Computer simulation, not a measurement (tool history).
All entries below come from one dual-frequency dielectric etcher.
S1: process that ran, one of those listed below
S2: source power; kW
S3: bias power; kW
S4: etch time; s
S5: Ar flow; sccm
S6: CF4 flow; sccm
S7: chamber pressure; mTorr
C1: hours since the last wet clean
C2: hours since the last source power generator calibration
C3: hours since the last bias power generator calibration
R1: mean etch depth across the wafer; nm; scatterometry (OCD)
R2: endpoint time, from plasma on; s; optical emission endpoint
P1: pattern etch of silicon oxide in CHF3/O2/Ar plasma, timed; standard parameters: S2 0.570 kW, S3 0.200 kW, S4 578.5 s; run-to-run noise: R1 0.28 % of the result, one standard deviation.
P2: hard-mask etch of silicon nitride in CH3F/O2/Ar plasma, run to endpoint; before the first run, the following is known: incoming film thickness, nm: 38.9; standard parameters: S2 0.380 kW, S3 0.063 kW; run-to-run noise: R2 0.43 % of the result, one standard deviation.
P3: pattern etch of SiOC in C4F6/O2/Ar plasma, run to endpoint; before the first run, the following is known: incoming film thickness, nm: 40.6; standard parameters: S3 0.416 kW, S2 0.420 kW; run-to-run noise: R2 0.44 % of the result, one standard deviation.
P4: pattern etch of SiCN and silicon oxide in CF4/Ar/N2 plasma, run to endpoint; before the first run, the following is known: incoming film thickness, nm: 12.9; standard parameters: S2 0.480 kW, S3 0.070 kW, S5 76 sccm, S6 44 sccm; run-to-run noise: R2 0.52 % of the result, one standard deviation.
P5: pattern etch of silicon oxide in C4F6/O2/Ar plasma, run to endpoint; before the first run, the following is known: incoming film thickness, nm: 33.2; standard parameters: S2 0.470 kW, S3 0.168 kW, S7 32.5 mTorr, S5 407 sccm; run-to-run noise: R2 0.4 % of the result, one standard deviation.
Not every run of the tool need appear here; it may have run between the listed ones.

run,hour,S1,S2,S3,S4,S5,S6,S7,C1,C2,C3,R1,R2
1,16.1,P1,0.570,0.200,578.5,,,,79.7,2734.3,1055.5,1188.80,
2,34.0,P1,0.570,0.200,578.5,,,,97.6,2752.2,1073.4,1194.40,
3,50.6,P1,0.570,0.200,745.0,,,,114.2,2768.8,1090.0,1527.00,
4,63.3,P1,0.570,0.157,578.5,,,,126.9,2781.5,1102.7,1094.20,
5,74.2,P4,0.480,0.070,,59,44,,137.8,2792.4,1113.6,,13.4620
6,90.2,P4,0.480,0.098,,76,44,,153.8,2808.4,1129.6,,12.5730
7,102.4,P2,0.380,0.063,,,,,166.0,2820.6,1141.8,,58.8700
8,120.4,P1,0.570,0.200,578.5,,,,184.0,2838.6,1159.8,1193.00,
9,129.0,P5,0.660,0.168,,407,,32.5,192.6,2847.2,1168.4,,9.1112
10,142.6,P4,0.480,0.070,,76,62,,206.2,2860.8,1182.0,,13.4550
11,151.4,P5,0.470,0.168,,407,,32.5,215.0,2869.6,1190.8,,10.4300
12,162.5,P4,0.580,0.070,,76,44,,226.1,2880.7,1201.9,,11.9420
13,180.1,P1,0.570,0.257,578.5,,,,243.7,2898.3,1219.5,1299.50,
14,198.3,P2,0.240,0.063,,,,,261.9,2916.5,1237.7,,70.3650
15,207.8,P5,0.470,0.168,,407,,32.5,271.4,2926.0,1247.2,,10.4520
16,216.8,P3,0.550,0.416,,,,,280.4,2935.0,1256.2,,13.0110
17,225.4,P4,0.480,0.070,,76,44,,289.0,2943.6,1264.8,,14.0310
18,240.7,P2,0.380,0.083,,,,,304.3,2958.9,1280.1,,53.7170
19,257.7,P1,0.760,0.200,578.5,,,,321.3,2975.9,1297.1,1325.40,
20,276.1,P3,0.420,0.416,,,,,339.7,2994.3,1315.5,,14.4410
21,284.8,P5,0.470,0.168,,407,,44.0,348.4,3003.0,1324.2,,10.7950
22,302.0,P1,0.570,0.200,441.0,,,,365.6,3020.2,1341.4,909.07,
23,315.7,P3,0.420,0.509,,,,,379.3,3033.9,1355.1,,13.3880
24,326.7,P1,0.570,0.263,438.0,,,,390.3,3044.9,1366.1,994.78,
25,343.2,P1,0.460,0.200,380.0,,,,406.8,3061.4,1382.6,721.75,
26,357.7,P1,0.420,0.200,578.5,,,,421.3,3075.9,1397.1,1060.30,
27,375.7,P1,0.570,0.200,578.5,,,,439.3,3093.9,1415.1,1195.80,
28,392.1,P1,0.570,0.200,578.5,,,,455.7,3110.3,1431.5,1192.50,
29,409.7,P3,0.420,0.416,,,,,473.3,3127.9,1449.1,,14.4210
30,424.3,P5,0.470,0.224,,407,,32.5,487.9,3142.5,1463.7,,9.5308
31,439.8,P5,0.470,0.168,,332,,32.5,503.4,3158.0,1479.2,,10.1520
32,453.1,P1,0.570,0.200,578.5,,,,516.7,3171.3,1492.5,1190.70,
33,462.1,P1,0.570,0.200,578.5,,,,525.7,3180.3,1501.5,1201.10,
34,474.0,P1,0.570,0.200,578.5,,,,537.6,3192.2,1513.4,1200.20,
35,488.6,P1,0.570,0.200,578.5,,,,552.2,3206.8,1528.0,1203.00,
36,496.9,P1,0.570,0.200,578.5,,,,560.5,3215.1,1536.3,1205.00,
37,509.8,P1,0.570,0.200,578.5,,,,573.4,3228.0,1549.2,1208.40,
# hour 513.0: wet clean of the chamber
38,527.1,P1,0.570,0.200,578.5,,,,14.1,3245.3,1566.5,1210.00,
39,536.1,P1,0.570,0.200,578.5,,,,23.1,3254.3,1575.5,1207.90,
40,545.4,P1,0.570,0.200,578.5,,,,32.4,3263.6,1584.8,1208.70,
41,554.9,P1,0.570,0.200,578.5,,,,41.9,3273.1,1594.3,1202.00,
42,573.0,P1,0.570,0.200,578.5,,,,60.0,3291.2,1612.4,1215.00,

Compared with where it was, what P1 gives has crept away. Each cause listed below fits the log as well as the rest, at the size given for it:
A: source power that arrives over what is set, % = 3.9
B: bias power that arrives over what is set, % = 4.3
The gradual shift began around hour 453.1.
Each remaining cause and why it is not a fit:
chamber walls in a state that raises the etch rate, %: work on it at hour 513.0, done after the drift set in, did not restore what the process gave before

4 check runs are offered, each on 5 wafers whose results are averaged, their results left as question marks. Which one tells the causes apart?
check 1,591.1,P4,0.480,0.070,,76,61,,,,,,?
check 2,591.1,P2,0.290,0.076,,,,,,,,,?
check 3,591.1,P5,0.650,0.208,,407,,32.5,,,,,?
check 4,591.1,P3,0.500,0.482,,,,,,,,,?

If the cause were each of the candidates in turn, the checks would give the following:
check,result,if A,if B
check 1,R2,12.9370,13.2000
check 2,R2,60.1610,60.1220
check 3,R2,8.4726,8.4866
check 4,R2,12.6230,12.6060
Minimum pairwise separation of causes per check, each pair taken at its best-separating result: check 1 2.01 %; check 2 0.06 %; check 3 0.16 %; check 4 0.13 %
The other checks would show nearly matching results whichever cause is true, so check 1 is the only one that separates the causes.

Running check 1 produced the following: R2 13.2340 s. Which one of the listed causes fits?

Of the candidate causes, it is B: bias power that arrives over what is set, %.

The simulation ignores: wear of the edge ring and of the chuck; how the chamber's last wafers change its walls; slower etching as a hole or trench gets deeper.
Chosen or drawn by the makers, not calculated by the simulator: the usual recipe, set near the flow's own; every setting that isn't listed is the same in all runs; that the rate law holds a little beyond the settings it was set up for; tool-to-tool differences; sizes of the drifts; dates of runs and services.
